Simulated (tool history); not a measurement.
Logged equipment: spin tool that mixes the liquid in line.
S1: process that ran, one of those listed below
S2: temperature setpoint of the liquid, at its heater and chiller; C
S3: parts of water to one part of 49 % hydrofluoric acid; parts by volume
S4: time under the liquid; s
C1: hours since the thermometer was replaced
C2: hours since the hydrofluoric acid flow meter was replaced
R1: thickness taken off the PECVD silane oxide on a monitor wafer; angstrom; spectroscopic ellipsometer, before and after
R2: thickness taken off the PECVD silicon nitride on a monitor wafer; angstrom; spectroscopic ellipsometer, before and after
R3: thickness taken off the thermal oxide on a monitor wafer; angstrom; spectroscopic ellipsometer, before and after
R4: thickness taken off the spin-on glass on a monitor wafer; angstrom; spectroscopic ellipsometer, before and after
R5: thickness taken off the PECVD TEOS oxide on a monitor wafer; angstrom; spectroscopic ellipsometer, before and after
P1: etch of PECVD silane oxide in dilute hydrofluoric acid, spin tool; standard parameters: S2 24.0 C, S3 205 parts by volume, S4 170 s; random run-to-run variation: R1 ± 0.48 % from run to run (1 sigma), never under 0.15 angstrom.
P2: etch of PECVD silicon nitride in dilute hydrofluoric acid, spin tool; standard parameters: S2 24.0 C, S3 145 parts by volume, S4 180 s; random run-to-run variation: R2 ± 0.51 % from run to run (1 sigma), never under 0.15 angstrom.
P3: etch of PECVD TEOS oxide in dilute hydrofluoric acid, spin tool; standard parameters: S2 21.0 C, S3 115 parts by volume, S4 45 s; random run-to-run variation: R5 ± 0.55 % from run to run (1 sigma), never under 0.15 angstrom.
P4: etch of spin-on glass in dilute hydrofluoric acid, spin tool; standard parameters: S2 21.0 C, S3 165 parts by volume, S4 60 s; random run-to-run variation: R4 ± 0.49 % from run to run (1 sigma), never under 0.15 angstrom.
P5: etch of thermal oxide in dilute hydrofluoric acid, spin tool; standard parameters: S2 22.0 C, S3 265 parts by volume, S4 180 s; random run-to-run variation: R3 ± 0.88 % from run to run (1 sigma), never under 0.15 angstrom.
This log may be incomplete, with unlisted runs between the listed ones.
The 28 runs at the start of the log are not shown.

run     day  S1    S2   S3   S4     C1     C2       R1  R2  R3       R4      R5
 29   9.279  P3  27.5  115   45  461.7  118.3                            83.085
 30   9.758  P3  21.0  115   45  473.2  129.8                            63.888
 31  10.038  P4  27.0  165   60  479.9  136.5                   114.980
 32  10.417  P1  24.0  205  170  489.0  145.6  128.380
 33  10.671  P1  24.0  205  170  495.1  151.7  128.250
 34  10.954  P1  24.0  205  170  501.9  158.5  127.820
 35  11.400  P1  24.0  205  170  512.6  169.2  124.040
 36  11.775  P1  24.0  205  170  521.6  178.2  124.130
 37  12.200  P1  24.0  205  170  531.8  188.4  122.830
 38  12.538  P1  24.0  205  170  539.9  196.5  120.500
 39  12.800  P1  24.0  205  170  546.2  202.8  121.820
 40  13.142  P1  24.0  205  170  554.4  211.0  120.520

Expected results for the next run?
 41  13.379  P1  24.0  205  170  560.1  216.7   ?

{"run 41": {"R1": 120.34}}
